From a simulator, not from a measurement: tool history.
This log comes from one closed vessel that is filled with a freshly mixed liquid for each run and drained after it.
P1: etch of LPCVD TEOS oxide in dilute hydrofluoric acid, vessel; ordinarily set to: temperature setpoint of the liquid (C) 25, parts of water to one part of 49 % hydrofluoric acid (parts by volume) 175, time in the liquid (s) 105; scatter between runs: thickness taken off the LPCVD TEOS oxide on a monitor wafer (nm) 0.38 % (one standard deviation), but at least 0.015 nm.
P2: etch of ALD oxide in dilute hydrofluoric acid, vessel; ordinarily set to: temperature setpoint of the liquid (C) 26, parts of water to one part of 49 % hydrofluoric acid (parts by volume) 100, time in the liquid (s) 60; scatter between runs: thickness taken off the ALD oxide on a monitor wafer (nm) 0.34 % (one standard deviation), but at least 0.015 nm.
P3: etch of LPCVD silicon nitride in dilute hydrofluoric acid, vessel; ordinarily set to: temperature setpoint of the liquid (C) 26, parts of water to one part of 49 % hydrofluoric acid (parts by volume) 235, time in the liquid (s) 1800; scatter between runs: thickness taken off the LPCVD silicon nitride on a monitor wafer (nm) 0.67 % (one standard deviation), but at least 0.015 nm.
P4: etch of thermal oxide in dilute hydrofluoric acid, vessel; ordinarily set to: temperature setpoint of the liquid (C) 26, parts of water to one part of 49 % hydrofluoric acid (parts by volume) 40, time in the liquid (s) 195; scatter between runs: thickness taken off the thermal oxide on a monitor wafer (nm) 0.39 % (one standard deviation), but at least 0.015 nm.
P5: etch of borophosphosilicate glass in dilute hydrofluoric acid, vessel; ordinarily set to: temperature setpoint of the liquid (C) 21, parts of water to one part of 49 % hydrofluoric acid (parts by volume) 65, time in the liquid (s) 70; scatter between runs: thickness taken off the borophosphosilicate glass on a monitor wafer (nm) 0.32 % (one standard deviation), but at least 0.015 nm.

run,day,process that ran,temperature setpoint of the liquid (C),parts of water to one part of 49 % hydrofluoric acid (parts by volume),time in the liquid (s),thickness taken off the LPCVD TEOS oxide on a monitor wafer (nm),thickness taken off the ALD oxide on a monitor wafer (nm),thickness taken off the LPCVD silicon nitride on a monitor wafer (nm),thickness taken off the thermal oxide on a monitor wafer (nm),thickness taken off the borophosphosilicate glass on a monitor wafer (nm)
1,0.304,P1,25,175,105,10.276,,,,
2,0.7,P1,21.5,245,105,6.0492,,,,
3,1.012,P1,25,175,105,10.323,,,,
4,1.317,P2,26,180,60,,5.5053,,,
5,1.75,P3,18,235,1800,,,2.5797,,
6,2.008,P3,26,235,130,,,0.28609,,
7,2.458,P2,26,100,30,,5.4737,,,
8,2.958,P4,26,55,195,,,,19.723,
9,3.3,P1,31.5,175,105,12.908,,,,
10,3.692,P1,25,175,105,10.274,,,,
11,3.992,P5,29.5,65,70,,,,,75.428
12,4.246,P2,26,100,60,,10.977,,,
13,4.596,P4,26,40,195,,,,27.805,
14,5.1,P3,26,425,1800,,,2.3338,,
15,5.529,P2,18.5,100,60,,8.1074,,,
16,6.071,P5,21,100,70,,,,,33.448
17,6.412,P1,25,175,50,4.8932,,,,
18,6.8,P4,31.5,40,195,,,,34.533,
19,7.296,P3,26,235,1800,,,4.2728,,
20,7.662,P5,21,65,135,,,,,102.62
21,8.138,P5,21,65,70,,,,,53.148
22,8.379,P1,25,175,105,10.269,,,,
23,8.725,P1,25,80,175,42.049,,,,
24,9.196,P1,25,80,105,25.275,,,,
25,9.662,P1,25,175,105,10.314,,,,
26,9.946,P1,25,175,160,15.697,,,,

Estimate the outcome of run 27 from the log above:
27,10.412,P1,25,275,105,?,,,,

thickness taken off the LPCVD TEOS oxide on a monitor wafer (nm): 5.8946
